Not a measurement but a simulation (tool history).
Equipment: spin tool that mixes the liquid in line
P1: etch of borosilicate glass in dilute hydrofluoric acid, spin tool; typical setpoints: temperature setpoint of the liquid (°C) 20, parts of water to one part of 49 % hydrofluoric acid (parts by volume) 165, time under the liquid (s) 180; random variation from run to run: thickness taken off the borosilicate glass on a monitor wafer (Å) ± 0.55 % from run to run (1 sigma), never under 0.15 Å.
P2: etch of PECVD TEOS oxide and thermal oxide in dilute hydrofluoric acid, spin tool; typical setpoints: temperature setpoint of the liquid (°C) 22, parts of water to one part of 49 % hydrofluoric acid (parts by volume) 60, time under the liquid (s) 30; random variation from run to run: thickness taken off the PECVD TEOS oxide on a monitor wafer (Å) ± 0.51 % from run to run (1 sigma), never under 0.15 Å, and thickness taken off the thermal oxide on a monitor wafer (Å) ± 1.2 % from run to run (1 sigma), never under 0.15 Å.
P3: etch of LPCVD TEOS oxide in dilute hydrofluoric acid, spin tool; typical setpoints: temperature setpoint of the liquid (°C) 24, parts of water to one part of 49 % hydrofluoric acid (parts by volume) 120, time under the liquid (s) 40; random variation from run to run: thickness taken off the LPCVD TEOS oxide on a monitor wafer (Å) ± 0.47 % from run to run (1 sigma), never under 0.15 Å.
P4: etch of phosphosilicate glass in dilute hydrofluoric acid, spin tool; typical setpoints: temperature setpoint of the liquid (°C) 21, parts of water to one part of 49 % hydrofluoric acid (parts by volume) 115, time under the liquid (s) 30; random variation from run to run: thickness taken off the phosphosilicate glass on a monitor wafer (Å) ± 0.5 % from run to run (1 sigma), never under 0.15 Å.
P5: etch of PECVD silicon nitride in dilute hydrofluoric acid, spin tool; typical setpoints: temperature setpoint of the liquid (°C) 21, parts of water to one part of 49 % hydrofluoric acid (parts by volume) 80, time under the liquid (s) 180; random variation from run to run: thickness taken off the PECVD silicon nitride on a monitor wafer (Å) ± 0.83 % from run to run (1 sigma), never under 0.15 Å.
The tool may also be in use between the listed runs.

run	day	process that ran	temperature setpoint of the liquid (°C)	parts of water to one part of 49 % hydrofluoric acid (parts by volume)	time under the liquid (s)	hours since the thermometer was replaced	hours since the hydrofluoric acid flow meter was replaced	thickness taken off the borosilicate glass on a monitor wafer (Å)	thickness taken off the phosphosilicate glass on a monitor wafer (Å)	thickness taken off the PECVD silicon nitride on a monitor wafer (Å)	thickness taken off the LPCVD TEOS oxide on a monitor wafer (Å)	thickness taken off the PECVD TEOS oxide on a monitor wafer (Å)	thickness taken off the thermal oxide on a monitor wafer (Å)
1	0.254	P1	20	165	180	970.2	186.1	234.13					
2	0.483	P1	20	165	350	975.7	191.6	453.11					
3	0.917	P1	20	165	180	986.1	202	234.57					
4	1.292	P1	20	165	180	995.1	211	233.84					
5	1.508	P4	21	115	15	1000.3	216.2		198.69				
6	1.788	P1	20	50	180	1007	222.9	879.5					
7	2.15	P5	21	20	180	1015.7	231.6			115.29			
8	2.538	P1	17	165	180	1025	240.9	207.23					
9	2.808	P3	24	205	40	1031.5	247.4				62.411		
10	3.058	P1	17	165	330	1037.5	253.4	383.34					
11	3.392	P4	21	115	30	1045.5	261.4		400.81				
12	3.762	P1	20	255	180	1054.4	270.3	139.27					
13	4.217	P4	17	115	30	1065.3	281.2		337.19				
14	4.483	P3	24	120	40	1071.7	287.6				117.03		
15	4.842	P3	24	120	15	1080.3	296.2				44.294		
16	5.129	P3	24	120	40	1087.2	303.1				118.34		
17	5.504	P2	22	20	30	1096.2	312.1					252.49	72.193
18	5.929	P3	17	120	40	1106.4	322.3				88.211		
19	6.375	P1	26.5	165	180	1117.1	333	303.34					
20	6.621	P5	21	80	180	1123	338.9			30.853			
21	6.958	P5	17	80	180	1131.1	347			22.975			
22	7.362	P5	21	80	180	1140.8	356.7			30.625			
23	7.692	P1	20	165	15	1148.7	364.6	19.699					
24	8	P1	24.5	290	180	1156.1	372	138.52					
25	8.262	P1	20	165	180	1162.4	378.3	234.65					
26	8.758	P2	22	60	50	1174.3	390.2					133.49	38.166
27	9.117	P2	22	60	30	1182.9	398.8					80.495	22.508
28	9.408	P1	20	165	180	1189.9	405.8	231.21					
29	9.817	P4	21	200	30	1199.7	415.6		210.46				
30	10.308	P2	22	60	30	1211.5	427.4					79.571	22.384
31	10.8	P1	20	165	180	1223.3	439.2	233.32					
32	11.229	P2	30	60	30	1233.6	449.5					110.24	30.77
33	11.45	P5	21	80	360	1238.9	454.8			60.954			
34	11.692	P1	20	165	180	1244.7	460.6	236.62					
35	11.975	P1	20	165	180	1251.5	467.4	239.57					
36	12.342	P1	20	165	180	1260.3	476.2	246.43					
37	12.758	P1	20	165	180	1270.3	486.2	250.58					
38	13.112	P1	20	165	180	1278.8	494.7	253.96					
39	13.6	P1	20	165	180	1290.5	506.4	252.46					
40	13.833	P1	20	165	180	1296.1	512	256.91					
41	14.175	P1	20	165	180	1304.3	520.2	253.93					
42	14.471	P1	20	165	180	1311.4	527.3	256.15					
43	14.833	P1	20	165	180	1320.1	536	256.95					
44	15.121	P1	20	165	180	1327	542.9	257.38					

P1 no longer gives what it gave before; its output has crept away from where it was. The following 2 causes, each at its listed size, fit the log equally well:
A: liquid hotter than its thermometer reads (K) = 2.34
B: hydrofluoric acid flow above the setpoint (%) = 8.12
Onset of the creep was near day 11.692.

Listed below are the offered check runs, one wafer per run, with question marks in place of results. For which of them would the causes give clearly different outcomes?
check 1	15.408	P2	29.5	60	50							?	?
check 2	15.408	P3	24	195	40						?		
check 3	15.408	P4	17	115	30				?				
check 4	15.408	P5	21	25	280					?			

If the cause were each of the candidates in turn, the checks would give the following:
check	result	if A	if B
check 1	thickness taken off the PECVD TEOS oxide on a monitor wafer (Å)	197.32	196.23
check 1	thickness taken off the thermal oxide on a monitor wafer (Å)	56.169	55.858
check 2	thickness taken off the LPCVD TEOS oxide on a monitor wafer (Å)	72.15	72.755
check 3	thickness taken off the phosphosilicate glass on a monitor wafer (Å)	373.17	369.5
check 4	thickness taken off the PECVD silicon nitride on a monitor wafer (Å)	170.96	156.68
Per check, the gap between the least separated pair of causes, taken in the result that splits them most: check 1 0.55 %; check 2 0.83 %; check 3 0.99 %; check 4 8.72 %
Check 4 tells the causes apart: in the others they would give nearly the same result.

Check 4 was then run and gave: thickness taken off the PECVD silicon nitride on a monitor wafer (Å) 169.37. Which cause is it?

It is A: liquid hotter than its thermometer reads (K).

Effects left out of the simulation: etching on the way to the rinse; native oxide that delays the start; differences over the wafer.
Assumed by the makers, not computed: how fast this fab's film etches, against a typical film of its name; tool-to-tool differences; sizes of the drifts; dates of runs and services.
